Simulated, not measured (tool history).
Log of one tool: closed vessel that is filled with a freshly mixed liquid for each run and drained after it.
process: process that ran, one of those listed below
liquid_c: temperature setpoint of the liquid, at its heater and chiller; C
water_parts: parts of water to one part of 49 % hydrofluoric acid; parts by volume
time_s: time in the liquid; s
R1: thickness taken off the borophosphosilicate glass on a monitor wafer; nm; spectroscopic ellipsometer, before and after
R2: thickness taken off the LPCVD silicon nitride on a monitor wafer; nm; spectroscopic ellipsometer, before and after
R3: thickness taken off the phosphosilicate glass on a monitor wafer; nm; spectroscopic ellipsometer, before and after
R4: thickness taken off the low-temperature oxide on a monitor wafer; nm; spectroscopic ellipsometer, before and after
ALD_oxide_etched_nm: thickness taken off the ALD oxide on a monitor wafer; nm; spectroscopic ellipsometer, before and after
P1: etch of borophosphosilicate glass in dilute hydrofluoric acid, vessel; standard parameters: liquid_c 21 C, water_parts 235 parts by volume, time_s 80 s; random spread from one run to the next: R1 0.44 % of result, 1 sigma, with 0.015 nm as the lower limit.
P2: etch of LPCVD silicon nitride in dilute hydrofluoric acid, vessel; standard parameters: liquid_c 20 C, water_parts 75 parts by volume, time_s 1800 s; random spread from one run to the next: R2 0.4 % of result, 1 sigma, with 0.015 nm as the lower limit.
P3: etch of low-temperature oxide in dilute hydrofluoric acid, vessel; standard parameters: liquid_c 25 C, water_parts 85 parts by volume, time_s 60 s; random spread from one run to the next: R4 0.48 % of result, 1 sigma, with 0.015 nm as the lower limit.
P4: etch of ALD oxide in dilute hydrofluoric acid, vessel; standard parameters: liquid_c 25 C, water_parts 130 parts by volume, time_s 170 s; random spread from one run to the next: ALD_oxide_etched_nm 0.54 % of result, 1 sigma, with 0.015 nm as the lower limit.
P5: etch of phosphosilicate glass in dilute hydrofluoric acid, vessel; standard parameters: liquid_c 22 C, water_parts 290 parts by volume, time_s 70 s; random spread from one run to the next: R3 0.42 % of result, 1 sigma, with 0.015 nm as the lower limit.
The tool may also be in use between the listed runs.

run 1 hour=13.9 | process=P1 liquid_c=21 water_parts=235 time_s=80 | R1=11.155
run 2 hour=32.9 | process=P1 liquid_c=21 water_parts=235 time_s=80 | R1=11.026
run 3 hour=47.9 | process=P2 liquid_c=20 water_parts=110 time_s=1800 | R2=6.7378
-- hour=48.5 thermometer replaced
run 4 hour=58.8 | process=P1 liquid_c=27 water_parts=235 time_s=45 | R1=7.7978
run 5 hour=67.2 | process=P1 liquid_c=27 water_parts=340 time_s=80 | R1=8.5467
run 6 hour=82.2 | process=P5 liquid_c=17 water_parts=290 time_s=70 | R3=16.172
run 7 hour=99.3 | process=P3 liquid_c=25 water_parts=85 time_s=60 | R4=21.83
run 8 hour=108.2 | process=P1 liquid_c=21 water_parts=115 time_s=80 | R1=25.933
run 9 hour=125.5 | process=P4 liquid_c=25 water_parts=130 time_s=260 | ALD_oxide_etched_nm=41.848
run 10 hour=142 | process=P2 liquid_c=20 water_parts=75 time_s=310 | R2=1.6846
run 11 hour=161 | process=P5 liquid_c=22 water_parts=490 time_s=70 | R3=9.7057
run 12 hour=174.9 | process=P4 liquid_c=25 water_parts=235 time_s=170 | ALD_oxide_etched_nm=13.39
run 13 hour=187.7 | process=P2 liquid_c=20 water_parts=75 time_s=1800 | R2=9.7562
run 14 hour=199.4 | process=P3 liquid_c=18 water_parts=85 time_s=60 | R4=16.405
run 15 hour=210.6 | process=P1 liquid_c=21 water_parts=325 time_s=80 | R1=7.3935
run 16 hour=221.2 | process=P5 liquid_c=22 water_parts=290 time_s=70 | R3=19.315
run 17 hour=234.7 | process=P4 liquid_c=25 water_parts=130 time_s=170 | ALD_oxide_etched_nm=27.235
run 18 hour=253.7 | process=P1 liquid_c=25.5 water_parts=235 time_s=80 | R1=13.124
run 19 hour=268.7 | process=P1 liquid_c=21 water_parts=235 time_s=30 | R1=4.1194
run 20 hour=281.2 | process=P1 liquid_c=17 water_parts=235 time_s=80 | R1=9.6303
run 21 hour=295.4 | process=P1 liquid_c=21 water_parts=235 time_s=120 | R1=16.675
run 22 hour=304.6 | process=P2 liquid_c=20 water_parts=75 time_s=1800 | R2=9.7742
run 23 hour=323.1 | process=P1 liquid_c=21 water_parts=235 time_s=80 | R1=11.114
run 24 hour=333 | process=P2 liquid_c=17 water_parts=75 time_s=1800 | R2=7.9201
run 25 hour=348.8 | process=P3 liquid_c=25 water_parts=150 time_s=60 | R4=11.397
run 26 hour=358.7 | process=P1 liquid_c=21 water_parts=235 time_s=80 | R1=11.213
run 27 hour=373.4 | process=P1 liquid_c=21 water_parts=235 time_s=80 | R1=11.149
run 28 hour=387.3 | process=P1 liquid_c=21 water_parts=235 time_s=80 | R1=11.104
run 29 hour=396 | process=P5 liquid_c=22 water_parts=290 time_s=30 | R3=8.3155
run 30 hour=410.1 | process=P3 liquid_c=25 water_parts=85 time_s=105 | R4=37.917
run 31 hour=419.7 | process=P4 liquid_c=32 water_parts=130 time_s=170 | ALD_oxide_etched_nm=35.319
run 32 hour=432.7 | process=P1 liquid_c=21 water_parts=235 time_s=80 | R1=11.217
run 33 hour=449.3 | process=P1 liquid_c=21 water_parts=235 time_s=80 | R1=11.151
run 34 hour=462.6 | process=P1 liquid_c=21 water_parts=235 time_s=80 | R1=10.826
run 35 hour=472.6 | process=P1 liquid_c=21 water_parts=235 time_s=80 | R1=10.715
run 36 hour=487 | process=P1 liquid_c=21 water_parts=235 time_s=80 | R1=10.659
run 37 hour=499.6 | process=P1 liquid_c=21 water_parts=235 time_s=80 | R1=10.55
run 38 hour=515.3 | process=P1 liquid_c=21 water_parts=235 time_s=80 | R1=10.47
run 39 hour=530.8 | process=P1 liquid_c=21 water_parts=235 time_s=80 | R1=10.439
run 40 hour=541.4 | process=P1 liquid_c=21 water_parts=235 time_s=80 | R1=10.363
run 41 hour=560.4 | process=P1 liquid_c=21 water_parts=235 time_s=80 | R1=10.274
run 42 hour=571.1 | process=P1 liquid_c=21 water_parts=235 time_s=80 | R1=10.286
run 43 hour=585.6 | process=P1 liquid_c=21 water_parts=235 time_s=80 | R1=10.288
run 44 hour=602.1 | process=P1 liquid_c=21 water_parts=235 time_s=80 | R1=10.343

The output of P1 has drifted from where it used to be. Each of the 2 causes below, taken at the size shown beside it, accounts for the log equally well:
A: liquid colder than its thermometer reads (K) = 2.05
B: hydrofluoric acid flow below the setpoint (%) = 6.07
Creep in the process output first set in at about hour 449.3.

Which of the 4 check runs listed below separates the causes, so that each cause would produce a clearly different result? Each run uses one wafer, and its results are marked with question marks.
run check 1 hour=618.6 | process=P3 liquid_c=18.5 water_parts=150 time_s=60 | R4=?
run check 2 hour=618.6 | process=P5 liquid_c=17.5 water_parts=380 time_s=70 | R3=?
run check 3 hour=618.6 | process=P4 liquid_c=32 water_parts=225 time_s=170 | ALD_oxide_etched_nm=?
run check 4 hour=618.6 | process=P2 liquid_c=17 water_parts=105 time_s=1800 | R2=?

Predicted outcomes, by check and by cause:
check=check_1 result=R4 if_A=8.1521 if_B=8.2453
check=check_2 result=R3 if_A=10.817 if_B=10.744
check=check_3 result=ALD_oxide_etched_nm if_A=16.872 if_B=16.675
check=check_4 result=R2 if_A=4.9523 if_B=5.3825
Smallest distance between any two causes, each pair judged by its most separating result, in per cent: check 1 1.14 %; check 2 0.67 %; check 3 1.18 %; check 4 8.33 %
Check 4 is the one run that separates the causes; every other check would come out nearly the same whichever cause is at work.

Check 4 was carried out, with these results: R2 5.3983 nm. Which of the listed causes is responsible?

It is B: hydrofluoric acid flow below the setpoint (%).

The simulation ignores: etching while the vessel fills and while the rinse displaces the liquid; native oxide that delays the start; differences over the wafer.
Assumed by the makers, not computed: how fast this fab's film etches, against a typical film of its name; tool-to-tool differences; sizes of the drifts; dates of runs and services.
